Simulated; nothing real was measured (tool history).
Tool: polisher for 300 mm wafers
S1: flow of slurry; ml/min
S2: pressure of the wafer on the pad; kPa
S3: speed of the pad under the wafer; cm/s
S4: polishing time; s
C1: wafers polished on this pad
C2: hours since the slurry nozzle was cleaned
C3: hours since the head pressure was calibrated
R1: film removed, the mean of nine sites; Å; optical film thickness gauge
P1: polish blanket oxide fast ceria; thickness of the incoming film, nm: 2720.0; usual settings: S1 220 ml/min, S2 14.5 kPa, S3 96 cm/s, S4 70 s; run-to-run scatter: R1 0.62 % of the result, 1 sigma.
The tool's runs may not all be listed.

run 1 hour=3.4 | S1=220 S2=14.5 S3=96 S4=70 | C1=423 C2=30.7 C3=279.6 | R1=6936.1
run 2 hour=6.2 | S1=220 S2=14.5 S3=96 S4=70 | C1=453 C2=33.5 C3=282.4 | R1=6911.7
run 3 hour=10.8 | S1=220 S2=14.5 S3=96 S4=100 | C1=502 C2=38.1 C3=287 | R1=9764.9
run 4 hour=14.1 | S1=220 S2=14.5 S3=150 S4=96 | C1=537 C2=41.4 C3=290.3 | R1=14775
-- hour=18 head pressure recalibrated
run 5 hour=18.7 | S1=220 S2=14.5 S3=96 S4=34 | C1=587 C2=46 C3=0.7 | R1=3349
run 6 hour=24.6 | S1=220 S2=14.5 S3=96 S4=70 | C1=650 C2=51.9 C3=6.6 | R1=6827.6
run 7 hour=30 | S1=280 S2=14.5 S3=96 S4=70 | C1=708 C2=57.3 C3=12 | R1=7066
run 8 hour=35 | S1=220 S2=7.6 S3=96 S4=70 | C1=762 C2=62.3 C3=17 | R1=3623.8
run 9 hour=39.6 | S1=220 S2=14.5 S3=44 S4=70 | C1=811 C2=66.9 C3=21.6 | R1=3170.7
run 10 hour=44.1 | S1=220 S2=14.5 S3=96 S4=70 | C1=860 C2=71.4 C3=26.1 | R1=6873.8
run 11 hour=46.8 | S1=220 S2=21.4 S3=96 S4=70 | C1=889 C2=74.1 C3=28.8 | R1=10105
run 12 hour=50.4 | S1=220 S2=14.5 S3=96 S4=70 | C1=927 C2=77.7 C3=32.4 | R1=6834.8
run 13 hour=55.7 | S1=220 S2=19.3 S3=96 S4=51 | C1=984 C2=83 C3=37.7 | R1=6592.7

The next listed run, before its measurement:
run 14 hour=60.8 | S1=220 S2=14.5 S3=152 S4=70 | C1=1039 C2=88.1 C3=42.8 | R1=?

R1: 10904 Å
